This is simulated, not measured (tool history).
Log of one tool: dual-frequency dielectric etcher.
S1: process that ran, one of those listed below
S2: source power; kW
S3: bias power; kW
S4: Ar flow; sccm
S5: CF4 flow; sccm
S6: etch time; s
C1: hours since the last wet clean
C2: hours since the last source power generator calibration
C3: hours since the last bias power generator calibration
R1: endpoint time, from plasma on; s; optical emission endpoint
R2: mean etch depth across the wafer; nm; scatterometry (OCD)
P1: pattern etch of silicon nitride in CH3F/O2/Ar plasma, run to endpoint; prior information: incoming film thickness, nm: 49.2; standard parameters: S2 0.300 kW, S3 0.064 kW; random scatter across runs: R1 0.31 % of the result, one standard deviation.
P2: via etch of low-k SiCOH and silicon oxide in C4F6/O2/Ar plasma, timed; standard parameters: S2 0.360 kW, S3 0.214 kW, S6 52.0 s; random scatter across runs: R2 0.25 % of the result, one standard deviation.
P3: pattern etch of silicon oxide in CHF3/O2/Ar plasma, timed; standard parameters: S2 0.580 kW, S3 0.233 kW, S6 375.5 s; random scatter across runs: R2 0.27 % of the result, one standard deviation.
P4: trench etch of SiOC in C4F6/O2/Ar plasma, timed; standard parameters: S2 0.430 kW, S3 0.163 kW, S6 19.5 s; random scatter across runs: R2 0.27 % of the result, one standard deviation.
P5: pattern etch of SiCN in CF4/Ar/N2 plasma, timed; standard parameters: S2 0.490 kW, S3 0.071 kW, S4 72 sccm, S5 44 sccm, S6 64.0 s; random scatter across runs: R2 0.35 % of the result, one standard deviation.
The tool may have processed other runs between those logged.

| run | hour | S1 | S2 | S3 | S4 | S5 | S6 | C1 | C2 | C3 | R1 | R2 |
|---|---|---|---|---|---|---|---|---|---|---|---|---|
| 1 | 11.9 | P1 | 0.300 | 0.064 |  |  |  | 317.0 | 2804.2 | 1690.2 | 80.267 |  |
| 2 | 26.7 | P5 | 0.490 | 0.071 | 72 | 44 | 64.0 | 331.8 | 2819.0 | 1705.0 |  | 56.027 |
| 3 | 35.0 | P4 | 0.430 | 0.163 |  |  | 19.5 | 340.1 | 2827.3 | 1713.3 |  | 40.340 |
| 4 | 48.8 | P3 | 0.580 | 0.233 |  |  | 375.5 | 353.9 | 2841.1 | 1727.1 |  | 791.030 |
| 5 | 59.0 | P5 | 0.490 | 0.071 | 72 | 44 | 45.0 | 364.1 | 2851.3 | 1737.3 |  | 39.527 |
| 6 | 73.7 | P1 | 0.300 | 0.064 |  |  |  | 378.8 | 2866.0 | 1752.0 | 80.293 |  |
| 7 | 83.3 | P2 | 0.360 | 0.214 |  |  | 52.0 | 388.4 | 2875.6 | 1761.6 |  | 125.380 |
| 8 | 101.7 | P2 | 0.250 | 0.214 |  |  | 52.0 | 406.8 | 2894.0 | 1780.0 |  | 109.350 |
| 9 | 115.0 | P5 | 0.490 | 0.044 | 72 | 44 | 64.0 | 420.1 | 2907.3 | 1793.3 |  | 47.837 |
| 10 | 130.7 | P3 | 0.580 | 0.306 |  |  | 375.5 | 435.8 | 2923.0 | 1809.0 |  | 873.610 |
| 11 | 142.0 | P4 | 0.430 | 0.163 |  |  | 10.5 | 447.1 | 2934.3 | 1820.3 |  | 21.812 |
| 12 | 150.6 | P1 | 0.180 | 0.044 |  |  |  | 455.7 | 2942.9 | 1828.9 | 110.200 |  |
| 13 | 168.6 | P1 | 0.390 | 0.043 |  |  |  | 473.7 | 2960.9 | 1846.9 | 82.162 |  |
| 14 | 180.3 | P1 | 0.300 | 0.064 |  |  |  | 485.4 | 2972.6 | 1858.6 | 80.009 |  |
| 15 | 191.6 | P3 | 0.580 | 0.233 |  |  | 232.5 | 496.7 | 2983.9 | 1869.9 |  | 489.200 |
| 16 | 205.8 | P1 | 0.300 | 0.064 |  |  |  | 510.9 | 2998.1 | 1884.1 | 80.398 |  |
| 17 | 222.5 | P1 | 0.300 | 0.046 |  |  |  | 527.6 | 3014.8 | 1900.8 | 89.382 |  |
| 18 | 233.8 | P1 | 0.300 | 0.084 |  |  |  | 538.9 | 3026.1 | 1912.1 | 72.819 |  |
| 19 | 246.1 | P3 | 0.740 | 0.233 |  |  | 375.5 | 551.2 | 3038.4 | 1924.4 |  | 869.590 |
|  | 246.9 | wet clean of the chamber |
| 20 | 255.9 | P2 | 0.360 | 0.214 |  |  | 34.0 | 9.1 | 3048.2 | 1934.2 |  | 81.610 |
| 21 | 267.0 | P4 | 0.430 | 0.163 |  |  | 19.5 | 20.2 | 3059.3 | 1945.3 |  | 40.307 |
| 22 | 284.8 | P4 | 0.600 | 0.163 |  |  | 19.5 | 38.0 | 3077.1 | 1963.1 |  | 46.278 |
| 23 | 298.0 | P4 | 0.430 | 0.222 |  |  | 19.5 | 51.2 | 3090.3 | 1976.3 |  | 44.871 |
| 24 | 308.4 | P1 | 0.300 | 0.064 |  |  |  | 61.6 | 3100.7 | 1986.7 | 80.090 |  |
| 25 | 320.6 | P1 | 0.410 | 0.064 |  |  |  | 73.8 | 3112.9 | 1998.9 | 71.467 |  |
| 26 | 331.0 | P5 | 0.490 | 0.071 | 88 | 44 | 64.0 | 84.2 | 3123.3 | 2009.3 |  | 54.251 |
| 27 | 349.2 | P1 | 0.420 | 0.041 |  |  |  | 102.4 | 3141.5 | 2027.5 | 81.357 |  |
| 28 | 361.6 | P5 | 0.670 | 0.071 | 72 | 44 | 64.0 | 114.8 | 3153.9 | 2039.9 |  | 74.196 |
| 29 | 371.6 | P5 | 0.490 | 0.071 | 72 | 28 | 64.0 | 124.8 | 3163.9 | 2049.9 |  | 52.368 |
| 30 | 380.7 | P3 | 0.580 | 0.233 |  |  | 375.5 | 133.9 | 3173.0 | 2059.0 |  | 790.100 |
| 31 | 396.0 | P2 | 0.360 | 0.214 |  |  | 52.0 | 149.2 | 3188.3 | 2074.3 |  | 125.920 |
| 32 | 413.6 | P2 | 0.360 | 0.159 |  |  | 52.0 | 166.8 | 3205.9 | 2091.9 |  | 114.670 |
| 33 | 424.7 | P1 | 0.190 | 0.064 |  |  |  | 177.9 | 3217.0 | 2103.0 | 95.123 |  |
| 34 | 438.1 | P1 | 0.300 | 0.064 |  |  |  | 191.3 | 3230.4 | 2116.4 | 80.341 |  |
| 35 | 455.7 | P1 | 0.300 | 0.064 |  |  |  | 208.9 | 3248.0 | 2134.0 | 79.191 |  |
| 36 | 465.9 | P1 | 0.300 | 0.064 |  |  |  | 219.1 | 3258.2 | 2144.2 | 79.640 |  |
| 37 | 475.3 | P1 | 0.300 | 0.064 |  |  |  | 228.5 | 3267.6 | 2153.6 | 79.257 |  |
| 38 | 485.5 | P1 | 0.300 | 0.064 |  |  |  | 238.7 | 3277.8 | 2163.8 | 79.201 |  |
|  | 494.0 | wet clean of the chamber |
| 39 | 504.0 | P1 | 0.300 | 0.064 |  |  |  | 10.0 | 3296.3 | 2182.3 | 78.927 |  |
| 40 | 515.7 | P1 | 0.300 | 0.064 |  |  |  | 21.7 | 3308.0 | 2194.0 | 78.733 |  |
| 41 | 533.5 | P1 | 0.300 | 0.064 |  |  |  | 39.5 | 3325.8 | 2211.8 | 78.901 |  |
| 42 | 548.2 | P1 | 0.300 | 0.064 |  |  |  | 54.2 | 3340.5 | 2226.5 | 78.954 |  |
| 43 | 566.4 | P1 | 0.300 | 0.064 |  |  |  | 72.4 | 3358.7 | 2244.7 | 78.675 |  |
| 44 | 578.7 | P1 | 0.300 | 0.064 |  |  |  | 84.7 | 3371.0 | 2257.0 | 78.901 |  |

P1 no longer gives what it gave before; its output has crept away from where it was. The following 2 causes, each at its listed size, fit the log equally well:
A: source power that arrives over what is set, % = 4.21
B: bias power that arrives over what is set, % = 4.67
The gradual shift began around hour 438.1.
Ruled out, with reasons:
chamber walls in a state that raises the etch rate, %: its service at hour 494.0 followed the start of the drift and did not put the process back to its old value

4 check runs are offered, each on 2 wafers whose results are averaged, their results left as question marks. Which one tells the causes apart?
| check 1 | 591.0 | P5 | 0.490 | 0.071 | 72 | 44 | 64.0 |  |  |  |  | ? |
| check 2 | 591.0 | P3 | 0.580 | 0.233 |  |  | 375.5 |  |  |  |  | ? |
| check 3 | 591.0 | P2 | 0.360 | 0.214 |  |  | 52.0 |  |  |  |  | ? |
| check 4 | 591.0 | P4 | 0.430 | 0.163 |  |  | 19.5 |  |  |  |  | ? |

Check results expected under each cause:
| check | result | if A | if B |
|---|---|---|---|
| check 1 | R2 | 58.193 | 57.037 |
| check 2 | R2 | 804.000 | 804.540 |
| check 3 | R2 | 127.680 | 127.580 |
| check 4 | R2 | 41.151 | 41.066 |
How far apart the two closest causes lie, in the result that separates them most: check 1 2.01 %; check 2 0.07 %; check 3 0.07 %; check 4 0.21 %
Check 1 tells the causes apart: in the others they would give nearly the same result.

The results of check 1 are: R2 57.306 nm. Based on these, which of the listed causes is it?

B is the cause: bias power that arrives over what is set, %.

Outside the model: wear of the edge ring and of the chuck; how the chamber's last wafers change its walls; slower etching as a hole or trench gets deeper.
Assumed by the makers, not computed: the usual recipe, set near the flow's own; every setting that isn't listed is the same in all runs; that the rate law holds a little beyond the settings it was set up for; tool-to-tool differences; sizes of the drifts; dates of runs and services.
